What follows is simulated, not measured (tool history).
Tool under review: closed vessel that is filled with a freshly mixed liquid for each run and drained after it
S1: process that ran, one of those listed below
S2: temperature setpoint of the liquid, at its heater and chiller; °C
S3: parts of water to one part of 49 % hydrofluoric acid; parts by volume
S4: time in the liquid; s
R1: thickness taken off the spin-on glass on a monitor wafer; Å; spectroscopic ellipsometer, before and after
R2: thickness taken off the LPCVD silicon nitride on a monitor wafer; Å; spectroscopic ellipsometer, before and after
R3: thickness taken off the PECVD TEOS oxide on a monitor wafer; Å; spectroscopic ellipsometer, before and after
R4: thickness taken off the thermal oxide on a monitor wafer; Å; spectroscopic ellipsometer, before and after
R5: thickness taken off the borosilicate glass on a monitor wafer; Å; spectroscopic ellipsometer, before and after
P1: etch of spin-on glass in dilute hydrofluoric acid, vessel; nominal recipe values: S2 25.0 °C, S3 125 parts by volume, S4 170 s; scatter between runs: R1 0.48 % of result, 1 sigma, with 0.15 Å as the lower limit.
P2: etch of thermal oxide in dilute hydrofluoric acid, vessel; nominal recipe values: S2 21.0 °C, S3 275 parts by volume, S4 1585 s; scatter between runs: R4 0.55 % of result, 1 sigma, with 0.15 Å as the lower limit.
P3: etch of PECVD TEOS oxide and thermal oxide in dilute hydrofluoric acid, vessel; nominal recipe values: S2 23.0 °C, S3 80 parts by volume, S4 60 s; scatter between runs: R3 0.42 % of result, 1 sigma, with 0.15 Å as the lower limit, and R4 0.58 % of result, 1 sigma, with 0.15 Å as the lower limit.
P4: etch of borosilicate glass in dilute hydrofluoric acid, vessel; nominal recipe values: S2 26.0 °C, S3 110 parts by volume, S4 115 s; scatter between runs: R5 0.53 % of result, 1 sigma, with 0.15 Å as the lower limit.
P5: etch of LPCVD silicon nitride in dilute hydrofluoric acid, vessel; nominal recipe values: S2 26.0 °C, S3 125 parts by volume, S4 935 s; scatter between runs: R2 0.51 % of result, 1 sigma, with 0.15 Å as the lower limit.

{"run": 1, "hour": 7.3, "S1": "P1", "S2": 25.0, "S3": 125, "S4": 170, "R1": 449.55}
{"run": 2, "hour": 16.5, "S1": "P5", "S2": 26.0, "S3": 30, "S4": 935, "R2": 203.06}
{"run": 3, "hour": 29.9, "S1": "P1", "S2": 20.0, "S3": 200, "S4": 170, "R1": 215.55}
{"run": 4, "hour": 38.7, "S1": "P3", "S2": 23.0, "S3": 80, "S4": 85, "R3": 115.88, "R4": 50.715}
{"hour": 46.8, "done": "hydrofluoric acid flow meter replaced"}
{"run": 5, "hour": 47.7, "S1": "P5", "S2": 26.0, "S3": 125, "S4": 1840, "R2": 97.33}
{"run": 6, "hour": 56.6, "S1": "P2", "S2": 21.0, "S3": 275, "S4": 30, "R4": 3.9233}
{"run": 7, "hour": 65.0, "S1": "P1", "S2": 21.5, "S3": 60, "S4": 170, "R1": 878.74}
{"run": 8, "hour": 78.1, "S1": "P2", "S2": 21.0, "S3": 275, "S4": 1585, "R4": 207.19}
{"run": 9, "hour": 91.0, "S1": "P5", "S2": 26.0, "S3": 125, "S4": 935, "R2": 49.547}
{"run": 10, "hour": 97.9, "S1": "P3", "S2": 23.0, "S3": 80, "S4": 60, "R3": 82.286, "R4": 35.965}
{"run": 11, "hour": 110.0, "S1": "P2", "S2": 21.0, "S3": 140, "S4": 1585, "R4": 462.15}
{"run": 12, "hour": 120.9, "S1": "P1", "S2": 18.0, "S3": 125, "S4": 170, "R1": 340.66}
{"run": 13, "hour": 134.0, "S1": "P1", "S2": 25.0, "S3": 125, "S4": 80, "R1": 210.02}
{"run": 14, "hour": 145.2, "S1": "P5", "S2": 33.5, "S3": 125, "S4": 935, "R2": 79.383}
{"run": 15, "hour": 152.3, "S1": "P3", "S2": 18.5, "S3": 80, "S4": 60, "R3": 68.048, "R4": 29.576}
{"run": 16, "hour": 161.9, "S1": "P4", "S2": 26.0, "S3": 110, "S4": 115, "R5": 370.92}
{"run": 17, "hour": 173.4, "S1": "P1", "S2": 25.0, "S3": 220, "S4": 170, "R1": 228.93}
{"run": 18, "hour": 182.4, "S1": "P4", "S2": 26.0, "S3": 35, "S4": 115, "R5": 1300.9}
{"run": 19, "hour": 194.9, "S1": "P2", "S2": 17.0, "S3": 275, "S4": 1585, "R4": 177.71}
{"run": 20, "hour": 207.7, "S1": "P3", "S2": 23.0, "S3": 80, "S4": 60, "R3": 81.417, "R4": 35.409}
{"run": 21, "hour": 214.2, "S1": "P1", "S2": 25.0, "S3": 125, "S4": 170, "R1": 450.61}
{"run": 22, "hour": 223.9, "S1": "P1", "S2": 25.0, "S3": 125, "S4": 170, "R1": 449.6}
{"run": 23, "hour": 236.3, "S1": "P1", "S2": 33.0, "S3": 125, "S4": 170, "R1": 604.98}
{"run": 24, "hour": 248.0, "S1": "P1", "S2": 25.0, "S3": 40, "S4": 300, "R1": 2773.8}
{"run": 25, "hour": 262.0, "S1": "P4", "S2": 31.5, "S3": 110, "S4": 115, "R5": 456.8}
{"run": 26, "hour": 268.6, "S1": "P1", "S2": 25.0, "S3": 60, "S4": 170, "R1": 1023.0}
{"run": 27, "hour": 282.4, "S1": "P1", "S2": 25.0, "S3": 125, "S4": 170, "R1": 452.86}
{"run": 28, "hour": 291.7, "S1": "P3", "S2": 23.0, "S3": 35, "S4": 60, "R3": 197.98, "R4": 87.4}
{"run": 29, "hour": 305.2, "S1": "P1", "S2": 25.0, "S3": 125, "S4": 325, "R1": 867.99}
{"run": 30, "hour": 318.1, "S1": "P4", "S2": 26.0, "S3": 110, "S4": 30, "R5": 96.405}
{"run": 31, "hour": 326.4, "S1": "P2", "S2": 21.0, "S3": 275, "S4": 1585, "R4": 206.01}
{"run": 32, "hour": 332.7, "S1": "P1", "S2": 25.0, "S3": 125, "S4": 170, "R1": 448.73}
{"run": 33, "hour": 346.6, "S1": "P1", "S2": 25.0, "S3": 125, "S4": 170, "R1": 434.46}
{"run": 34, "hour": 357.5, "S1": "P1", "S2": 25.0, "S3": 125, "S4": 170, "R1": 425.54}
{"run": 35, "hour": 364.3, "S1": "P1", "S2": 25.0, "S3": 125, "S4": 170, "R1": 424.63}
{"run": 36, "hour": 372.6, "S1": "P1", "S2": 25.0, "S3": 125, "S4": 170, "R1": 427.1}
{"run": 37, "hour": 383.5, "S1": "P1", "S2": 25.0, "S3": 125, "S4": 170, "R1": 421.23}
{"run": 38, "hour": 390.0, "S1": "P1", "S2": 25.0, "S3": 125, "S4": 170, "R1": 422.18}
{"run": 39, "hour": 401.2, "S1": "P1", "S2": 25.0, "S3": 125, "S4": 170, "R1": 424.73}

P1 has crept away from where it was. The log is fitted equally well by each of these 2 causes, at the sizes shown:
A: liquid colder than its thermometer reads (K) = 1.71
B: hydrofluoric acid flow below the setpoint (%) = 5.56
Creep in the process output first set in at about hour 332.7.

4 check runs are offered, one wafer each, their results left as question marks. Which one tells the causes apart?
{"run": "check 1", "hour": 412.4, "S1": "P5", "S2": 26.0, "S3": 125, "S4": 935, "R2": "?"}
{"run": "check 2", "hour": 412.4, "S1": "P4", "S2": 26.0, "S3": 110, "S4": 115, "R5": "?"}
{"run": "check 3", "hour": 412.4, "S1": "P2", "S2": 21.0, "S3": 275, "S4": 1585, "R4": "?"}
{"run": "check 4", "hour": 412.4, "S1": "P3", "S2": 23.0, "S3": 80, "S4": 60, "R3": "?", "R4": "?"}

Expected result of each check under each candidate cause:
check=check_1 result=R2 if_A=44.242 if_B=46.670
check=check_2 result=R5 if_A=348.440 if_B=348.830
check=check_3 result=R4 if_A=193.0000 if_B=191.2700
check=check_4 result=R3 if_A=76.440 if_B=76.966
check=check_4 result=R4 if_A=33.3190 if_B=33.5480
Minimum pairwise separation of causes per check, each pair taken at its best-separating result: check 1 5.34 %; check 2 0.11 %; check 3 0.9 %; check 4 0.69 %
Check 1 tells the causes apart: in the others they would give nearly the same result.

Here is what check 1 returned: R2 46.837 Å. Which cause is it?

It was cause B: hydrofluoric acid flow below the setpoint (%).

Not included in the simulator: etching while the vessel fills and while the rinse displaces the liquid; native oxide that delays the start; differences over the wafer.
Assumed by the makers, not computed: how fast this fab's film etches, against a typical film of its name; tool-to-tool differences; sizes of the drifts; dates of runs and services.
